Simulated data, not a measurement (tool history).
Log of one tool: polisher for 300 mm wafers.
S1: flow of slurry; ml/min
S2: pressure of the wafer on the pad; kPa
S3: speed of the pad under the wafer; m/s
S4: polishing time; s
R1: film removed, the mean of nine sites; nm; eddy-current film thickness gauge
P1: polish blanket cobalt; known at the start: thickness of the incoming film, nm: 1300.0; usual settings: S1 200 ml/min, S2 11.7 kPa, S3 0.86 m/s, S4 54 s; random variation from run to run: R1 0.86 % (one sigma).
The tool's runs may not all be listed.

| run | day | S1 | S2 | S3 | S4 | R1 |
|---|---|---|---|---|---|---|
| 1 | 0.238 | 200 | 11.7 | 0.86 | 54 | 201.320 |
| 2 | 0.612 | 200 | 11.7 | 0.38 | 54 | 90.748 |
| 3 | 0.796 | 200 | 11.7 | 0.86 | 54 | 205.430 |
| 4 | 1.071 | 200 | 5.5 | 0.86 | 54 | 94.511 |
| 5 | 1.438 | 200 | 11.7 | 0.86 | 25 | 94.359 |
| 6 | 1.758 | 200 | 11.7 | 0.86 | 54 | 207.030 |
| 7 | 2.008 | 300 | 11.7 | 0.86 | 54 | 211.470 |
| 8 | 2.238 | 200 | 11.7 | 1.36 | 54 | 321.920 |
| 9 | 2.567 | 305 | 11.7 | 0.86 | 78 | 308.700 |
|  | 2.771 | worn pad replaced by a new one |
| 10 | 2.904 | 200 | 11.7 | 0.86 | 54 | 204.060 |
| 11 | 3.088 | 200 | 16.5 | 0.86 | 54 | 289.300 |
| 12 | 3.296 | 200 | 11.7 | 0.86 | 54 | 203.810 |
| 13 | 3.646 | 200 | 11.7 | 0.86 | 83 | 316.220 |
| 14 | 3.825 | 120 | 11.7 | 0.86 | 54 | 188.080 |
| 15 | 3.992 | 120 | 17.9 | 0.86 | 54 | 288.920 |
| 16 | 4.346 | 200 | 11.7 | 0.86 | 54 | 206.630 |
| 17 | 4.692 | 200 | 11.7 | 0.86 | 54 | 200.740 |
| 18 | 4.862 | 200 | 11.7 | 0.86 | 54 | 201.800 |
| 19 | 5.238 | 200 | 11.7 | 0.86 | 54 | 196.690 |
| 20 | 5.567 | 200 | 11.7 | 0.86 | 54 | 191.350 |
| 21 | 5.921 | 200 | 11.7 | 0.86 | 54 | 191.090 |
| 22 | 6.158 | 200 | 11.7 | 0.86 | 54 | 193.860 |
| 23 | 6.350 | 200 | 11.7 | 0.86 | 54 | 190.370 |
|  | 6.433 | worn pad replaced by a new one |
| 24 | 6.575 | 200 | 11.7 | 0.86 | 54 | 191.180 |

Forecast run 25:
| 25 | 6.804 | 200 | 11.7 | 0.86 | 54 | ? |

{"run 25": {"R1": 188.21}}

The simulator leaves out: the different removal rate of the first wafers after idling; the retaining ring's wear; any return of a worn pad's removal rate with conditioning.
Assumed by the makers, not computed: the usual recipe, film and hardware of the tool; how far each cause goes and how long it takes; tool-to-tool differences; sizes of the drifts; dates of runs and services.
